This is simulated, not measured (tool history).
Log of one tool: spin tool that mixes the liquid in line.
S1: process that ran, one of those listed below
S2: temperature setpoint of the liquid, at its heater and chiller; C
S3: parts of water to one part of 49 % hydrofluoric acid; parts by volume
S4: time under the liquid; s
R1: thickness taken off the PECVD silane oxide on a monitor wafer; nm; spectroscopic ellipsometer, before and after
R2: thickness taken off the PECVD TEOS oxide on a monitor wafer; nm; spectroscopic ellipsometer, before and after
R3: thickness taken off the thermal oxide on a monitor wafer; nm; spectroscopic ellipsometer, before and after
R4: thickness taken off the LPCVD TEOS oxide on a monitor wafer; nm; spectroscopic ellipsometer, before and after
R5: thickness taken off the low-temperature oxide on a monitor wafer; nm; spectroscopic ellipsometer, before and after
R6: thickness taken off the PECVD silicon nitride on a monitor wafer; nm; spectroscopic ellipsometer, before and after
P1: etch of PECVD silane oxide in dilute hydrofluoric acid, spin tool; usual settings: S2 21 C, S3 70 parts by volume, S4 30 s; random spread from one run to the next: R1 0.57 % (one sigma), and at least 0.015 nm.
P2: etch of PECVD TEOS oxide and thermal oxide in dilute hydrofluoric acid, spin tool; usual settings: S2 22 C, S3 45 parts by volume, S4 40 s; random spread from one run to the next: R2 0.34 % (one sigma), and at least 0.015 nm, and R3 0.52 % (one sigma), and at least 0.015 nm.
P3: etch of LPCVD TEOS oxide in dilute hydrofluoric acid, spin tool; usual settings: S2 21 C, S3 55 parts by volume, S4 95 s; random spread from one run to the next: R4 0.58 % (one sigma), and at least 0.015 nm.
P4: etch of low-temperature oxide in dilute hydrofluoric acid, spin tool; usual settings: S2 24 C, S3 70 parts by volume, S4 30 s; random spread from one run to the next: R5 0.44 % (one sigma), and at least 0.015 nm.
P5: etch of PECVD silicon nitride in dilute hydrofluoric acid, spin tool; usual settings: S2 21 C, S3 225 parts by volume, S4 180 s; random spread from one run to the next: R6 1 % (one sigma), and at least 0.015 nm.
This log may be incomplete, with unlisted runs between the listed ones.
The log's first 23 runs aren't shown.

run 24 day=3.221 | S1=P5 S2=21 S3=135 S4=180 | R6=4.2159
run 25 day=3.338 | S1=P1 S2=29 S3=70 S4=30 | R1=16.166
run 26 day=3.438 | S1=P1 S2=21 S3=40 S4=55 | R1=39.211
run 27 day=3.596 | S1=P2 S2=22 S3=45 S4=40 | R2=16.702 R3=3.9741
run 28 day=3.75 | S1=P1 S2=21 S3=70 S4=30 | R1=11.759
run 29 day=3.879 | S1=P5 S2=21 S3=225 S4=330 | R6=4.686
run 30 day=4.058 | S1=P1 S2=21 S3=125 S4=30 | R1=6.1906
run 31 day=4.183 | S1=P5 S2=21 S3=225 S4=180 | R6=2.5809
run 32 day=4.271 | S1=P1 S2=21 S3=35 S4=30 | R1=24.501
run 33 day=4.417 | S1=P3 S2=17 S3=55 S4=95 | R4=23.513
run 34 day=4.588 | S1=P1 S2=21 S3=70 S4=30 | R1=11.739

Predict the results of run 35:
run 35 day=4.775 | S1=P1 S2=21 S3=70 S4=30 | R1=?

R1: 12.067 nm

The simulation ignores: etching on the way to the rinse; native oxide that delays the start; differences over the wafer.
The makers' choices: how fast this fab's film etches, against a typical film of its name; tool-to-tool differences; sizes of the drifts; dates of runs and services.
